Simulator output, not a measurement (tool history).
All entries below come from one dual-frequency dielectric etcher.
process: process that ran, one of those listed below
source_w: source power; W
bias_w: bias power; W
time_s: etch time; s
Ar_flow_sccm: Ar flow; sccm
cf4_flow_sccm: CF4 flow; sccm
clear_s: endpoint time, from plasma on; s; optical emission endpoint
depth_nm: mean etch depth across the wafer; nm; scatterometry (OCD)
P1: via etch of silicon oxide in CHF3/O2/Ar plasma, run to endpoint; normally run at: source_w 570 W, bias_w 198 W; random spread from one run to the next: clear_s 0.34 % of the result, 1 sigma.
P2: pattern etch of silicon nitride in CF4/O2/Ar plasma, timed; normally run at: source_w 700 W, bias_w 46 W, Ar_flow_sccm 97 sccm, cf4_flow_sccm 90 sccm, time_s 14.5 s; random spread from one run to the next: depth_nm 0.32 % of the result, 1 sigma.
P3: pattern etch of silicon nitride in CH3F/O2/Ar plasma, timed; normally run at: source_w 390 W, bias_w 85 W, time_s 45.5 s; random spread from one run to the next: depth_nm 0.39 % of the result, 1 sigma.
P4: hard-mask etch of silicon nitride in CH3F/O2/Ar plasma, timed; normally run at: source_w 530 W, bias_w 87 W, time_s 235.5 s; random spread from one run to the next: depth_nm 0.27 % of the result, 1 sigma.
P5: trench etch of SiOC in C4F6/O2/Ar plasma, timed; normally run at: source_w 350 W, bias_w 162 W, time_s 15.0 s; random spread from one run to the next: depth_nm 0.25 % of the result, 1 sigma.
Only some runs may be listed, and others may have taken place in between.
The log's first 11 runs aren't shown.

| run | day | process | source_w | bias_w | time_s | Ar_flow_sccm | cf4_flow_sccm | clear_s | depth_nm |
|---|---|---|---|---|---|---|---|---|---|
| 12 | 4.425 | P2 | 700 | 37 | 14.5 | 97 | 90 |  | 33.108 |
| 13 | 4.633 | P4 | 530 | 87 | 235.5 |  |  |  | 194.070 |
| 14 | 5.096 | P5 | 350 | 195 | 15.0 |  |  |  | 31.035 |
| 15 | 5.408 | P3 | 390 | 85 | 45.5 |  |  |  | 34.338 |
| 16 | 5.775 | P1 | 570 | 245 |  |  |  | 284.26 |  |
| 17 | 6.142 | P2 | 700 | 46 | 14.5 | 65 | 90 |  | 37.656 |
| 18 | 6.558 | P1 | 570 | 198 |  |  |  | 308.15 |  |
| 19 | 7.000 | P1 | 380 | 198 |  |  |  | 359.08 |  |
| 20 | 7.371 | P2 | 700 | 46 | 21.0 | 97 | 90 |  | 51.806 |
| 21 | 7.800 | P1 | 410 | 269 |  |  |  | 312.35 |  |
| 22 | 8.096 | P3 | 390 | 85 | 67.5 |  |  |  | 51.057 |
| 23 | 8.562 | P3 | 390 | 57 | 45.5 |  |  |  | 29.930 |
| 24 | 8.867 | P1 | 570 | 198 |  |  |  | 309.89 |  |
| 25 | 9.096 | P1 | 570 | 162 |  |  |  | 329.61 |  |
| 26 | 9.533 | P2 | 700 | 46 | 14.5 | 97 | 90 |  | 35.615 |

Run 27, settings as shown, results not yet in. Your forecast:
| 27 | 9.967 | P1 | 800 | 198 |  |  |  | ? |  |

{"run 27": {"clear_s": 270.28}}

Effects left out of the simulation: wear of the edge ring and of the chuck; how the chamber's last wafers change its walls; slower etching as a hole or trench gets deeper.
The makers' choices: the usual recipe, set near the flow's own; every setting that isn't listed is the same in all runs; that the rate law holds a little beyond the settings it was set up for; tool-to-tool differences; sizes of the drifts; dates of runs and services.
